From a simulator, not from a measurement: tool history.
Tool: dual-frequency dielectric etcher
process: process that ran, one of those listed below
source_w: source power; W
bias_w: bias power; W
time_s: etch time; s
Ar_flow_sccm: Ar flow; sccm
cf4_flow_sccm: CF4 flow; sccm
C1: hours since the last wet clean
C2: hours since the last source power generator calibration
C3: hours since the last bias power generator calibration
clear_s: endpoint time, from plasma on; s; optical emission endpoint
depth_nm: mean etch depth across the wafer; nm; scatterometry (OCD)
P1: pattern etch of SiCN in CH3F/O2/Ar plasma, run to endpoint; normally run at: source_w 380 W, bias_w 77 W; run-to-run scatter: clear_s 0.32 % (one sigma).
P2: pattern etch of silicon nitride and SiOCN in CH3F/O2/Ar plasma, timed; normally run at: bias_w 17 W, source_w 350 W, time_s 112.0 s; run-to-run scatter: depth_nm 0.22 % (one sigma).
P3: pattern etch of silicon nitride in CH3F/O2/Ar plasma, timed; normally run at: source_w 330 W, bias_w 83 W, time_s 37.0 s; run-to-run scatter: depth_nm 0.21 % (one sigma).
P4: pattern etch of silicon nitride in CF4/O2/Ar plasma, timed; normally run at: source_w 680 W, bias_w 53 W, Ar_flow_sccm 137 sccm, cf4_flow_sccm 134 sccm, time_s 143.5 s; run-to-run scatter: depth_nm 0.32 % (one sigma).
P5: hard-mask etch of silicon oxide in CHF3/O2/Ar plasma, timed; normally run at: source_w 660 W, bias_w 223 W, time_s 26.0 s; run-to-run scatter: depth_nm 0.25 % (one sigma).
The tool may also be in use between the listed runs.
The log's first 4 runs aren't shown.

run 5 day=1.296 | process=P1 source_w=380 bias_w=54 | C1=406.2 C2=821.1 C3=878.1 | clear_s=19.716
run 6 day=1.600 | process=P1 source_w=510 bias_w=94 | C1=413.5 C2=828.4 C3=885.4 | clear_s=14.493
run 7 day=1.925 | process=P1 source_w=380 bias_w=77 | C1=421.3 C2=836.2 C3=893.2 | clear_s=17.478
run 8 day=2.225 | process=P1 source_w=230 bias_w=77 | C1=428.5 C2=843.4 C3=900.4 | clear_s=21.101
run 9 day=2.483 | process=P2 source_w=350 bias_w=17 time_s=61.5 | C1=434.7 C2=849.6 C3=906.6 | depth_nm=6.9218
run 10 day=2.896 | process=P3 source_w=330 bias_w=83 time_s=52.0 | C1=444.6 C2=859.5 C3=916.5 | depth_nm=35.1160
run 11 day=3.217 | process=P3 source_w=440 bias_w=83 time_s=37.0 | C1=452.3 C2=867.2 C3=924.2 | depth_nm=27.8170
run 12 day=3.617 | process=P1 source_w=380 bias_w=77 | C1=461.9 C2=876.8 C3=933.8 | clear_s=17.434
run 13 day=3.958 | process=P2 source_w=350 bias_w=17 time_s=112.0 | C1=470.1 C2=885.0 C3=942.0 | depth_nm=12.6210
run 14 day=4.238 | process=P4 source_w=550 bias_w=53 time_s=143.5 Ar_flow_sccm=137 cf4_flow_sccm=134 | C1=476.8 C2=891.7 C3=948.7 | depth_nm=303.9300
run 15 day=4.546 | process=P1 source_w=280 bias_w=47 | C1=484.2 C2=899.1 C3=956.1 | clear_s=23.235
run 16 day=4.904 | process=P3 source_w=330 bias_w=50 time_s=37.0 | C1=492.8 C2=907.7 C3=964.7 | depth_nm=21.0000
run 17 day=5.092 | process=P2 source_w=260 bias_w=17 time_s=112.0 | C1=497.3 C2=912.2 C3=969.2 | depth_nm=11.3980
run 18 day=5.329 | process=P4 source_w=680 bias_w=33 time_s=143.5 Ar_flow_sccm=137 cf4_flow_sccm=134 | C1=503.0 C2=917.9 C3=974.9 | depth_nm=309.2200
run 19 day=5.588 | process=P5 source_w=520 bias_w=223 time_s=26.0 | C1=509.2 C2=924.1 C3=981.1 | depth_nm=57.0860
run 20 day=5.854 | process=P5 source_w=660 bias_w=291 time_s=26.0 | C1=515.6 C2=930.5 C3=987.5 | depth_nm=68.5400
run 21 day=6.071 | process=P4 source_w=680 bias_w=53 time_s=204.5 Ar_flow_sccm=137 cf4_flow_sccm=134 | C1=520.8 C2=935.7 C3=992.7 | depth_nm=520.2100
run 22 day=6.438 | process=P2 source_w=350 bias_w=12 time_s=112.0 | C1=529.6 C2=944.5 C3=1001.5 | depth_nm=11.0390

The next listed run, before its measurement:
run 23 day=6.638 | process=P4 source_w=680 bias_w=53 time_s=143.5 Ar_flow_sccm=137 cf4_flow_sccm=134 | C1=534.4 C2=949.3 C3=1006.3 | depth_nm=?

depth_nm: 365.1900 nm

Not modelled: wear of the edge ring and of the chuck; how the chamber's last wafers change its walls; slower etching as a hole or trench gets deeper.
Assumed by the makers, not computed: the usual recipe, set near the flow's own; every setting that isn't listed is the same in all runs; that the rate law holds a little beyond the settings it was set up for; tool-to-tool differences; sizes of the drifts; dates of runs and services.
